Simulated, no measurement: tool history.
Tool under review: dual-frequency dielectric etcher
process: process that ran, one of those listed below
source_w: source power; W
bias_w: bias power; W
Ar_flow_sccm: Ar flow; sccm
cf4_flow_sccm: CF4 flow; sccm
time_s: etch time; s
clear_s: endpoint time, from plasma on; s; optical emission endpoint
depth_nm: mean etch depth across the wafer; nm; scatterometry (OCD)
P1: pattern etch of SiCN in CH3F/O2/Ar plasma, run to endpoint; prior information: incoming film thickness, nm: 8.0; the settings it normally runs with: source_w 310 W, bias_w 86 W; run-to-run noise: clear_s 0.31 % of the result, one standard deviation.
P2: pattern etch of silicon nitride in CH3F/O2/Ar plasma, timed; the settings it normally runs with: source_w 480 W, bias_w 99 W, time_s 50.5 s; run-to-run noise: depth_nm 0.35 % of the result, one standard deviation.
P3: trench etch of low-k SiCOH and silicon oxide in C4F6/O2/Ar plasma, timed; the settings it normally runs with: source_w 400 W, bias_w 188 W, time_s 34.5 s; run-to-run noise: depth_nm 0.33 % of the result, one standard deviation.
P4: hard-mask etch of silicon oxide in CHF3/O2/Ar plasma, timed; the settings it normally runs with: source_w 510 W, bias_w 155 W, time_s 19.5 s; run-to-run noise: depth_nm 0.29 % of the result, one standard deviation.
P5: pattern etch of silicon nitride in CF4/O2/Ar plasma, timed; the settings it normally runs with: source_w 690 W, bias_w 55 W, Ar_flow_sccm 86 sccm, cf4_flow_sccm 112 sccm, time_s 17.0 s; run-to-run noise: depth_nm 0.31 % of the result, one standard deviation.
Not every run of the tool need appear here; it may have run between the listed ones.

run   hour  process  source_w  bias_w  Ar_flow_sccm  cf4_flow_sccm  time_s  clear_s  depth_nm
  1    4.1       P1       310      86                                        22.046
  2    7.2       P5       690      32            86            112    17.0             37.579
  3   13.7       P1       310     122                                        19.223
  4   19.2       P1       210      86                                        25.325
  5   22.1       P3       270     188                                 34.5             91.431
  6   27.7       P5       690      55            50            112    17.0             47.638
  7   31.6       P2       480      99                                 50.5             42.708
  8   37.9       P2       480      99                                 34.5             29.431
  9   41.9       P2       480     129                                 50.5             47.479
 10   47.1       P1       410     114                                        17.945
 11   52.4       P5       690      55            86            112    17.0             45.051
 12   56.0       P2       670      99                                 50.5             48.293
 13   61.3       P5       890      55            86            112    17.0             56.612
 14   66.7       P4       510     155                                 19.5             34.098
 15   71.9       P1       310      86                                        22.032
 16   74.8       P1       310      86                                        22.123
 17   81.2       P1       390      86                                        20.345
 18   85.8       P5       690      55            86            112    21.5             57.146
      86.5  -- bias power generator calibrated
      86.7  -- source power generator calibrated
 19   91.5       P3       400     188                                 42.5            130.740
 20   95.1       P1       310      62                                        25.012
 21   98.8       P3       400     188                                 34.5            105.960
 22  102.3       P4       510     155                                 10.5             18.323
 23  106.5       P5       690      55            86            137    17.0             46.162
 24  112.4       P1       390     120                                        17.913
 25  116.5       P4       650     155                                 19.5             37.376
 26  121.5       P3       400     249                                 34.5            116.510
 27  124.7       P4       510     215                                 19.5             37.932
 28  131.0       P1       310      86                                        22.181
 29  136.3       P1       310      86                                        22.131
 30  139.5       P1       310      86                                        22.079
 31  143.9       P1       310      86                                        22.308
 32  148.8       P1       310      86                                        22.348
 33  154.8       P1       310      86                                        22.384
 34  159.8       P1       310      86                                        22.400
     160.3  -- wet clean of the chamber
 35  165.0       P1       310      86                                        22.481
 36  171.2       P1       310      86                                        22.469
 37  174.1       P1       310      86                                        22.372
 38  179.9       P1       310      86                                        22.464

Something has made what P1 gives creep away from where it was; the 2 causes below, each at its own stated size, fit the log equally well:
A: source power that arrives under what is set, % = 4.06
B: bias power that arrives under what is set, % = 4.04
The drift started at roughly hour 139.5.
Ruled out, with reasons:
chamber walls in a state that lowers the etch rate, %: serviced at hour 160.3, after the drift had started, without restoring the earlier output

Of the 4 check runs listed below, each run on one wafer and each result written as a question mark, which would let you distinguish the listed causes because they would give clearly different results?
check 1  185.7       P2       480     127                                 50.5                  ?
check 2  185.7       P4       510     209                                 12.0                  ?
check 3  185.7       P5       830      55            61            112    17.0                  ?
check 4  185.7       P3       400     246                                 34.5                  ?

How each check would come out, cause by cause:
  check    result     if A     if B
check 1  depth_nm   46.304   46.291
check 2  depth_nm   22.831   22.860
check 3  depth_nm   52.952   54.153
check 4  depth_nm  113.870  114.100
Distance between the nearest two causes, measured in the result of the check that separates them most: check 1 0.03 %; check 2 0.13 %; check 3 2.24 %; check 4 0.2 %
Of the check runs offered, only check 3 discriminates between the causes; the rest would read about the same regardless of which cause applies.

The results of check 3 are: depth_nm 53.057 nm. Based on these, which of the listed causes is it?

A is the cause: source power that arrives under what is set, %.
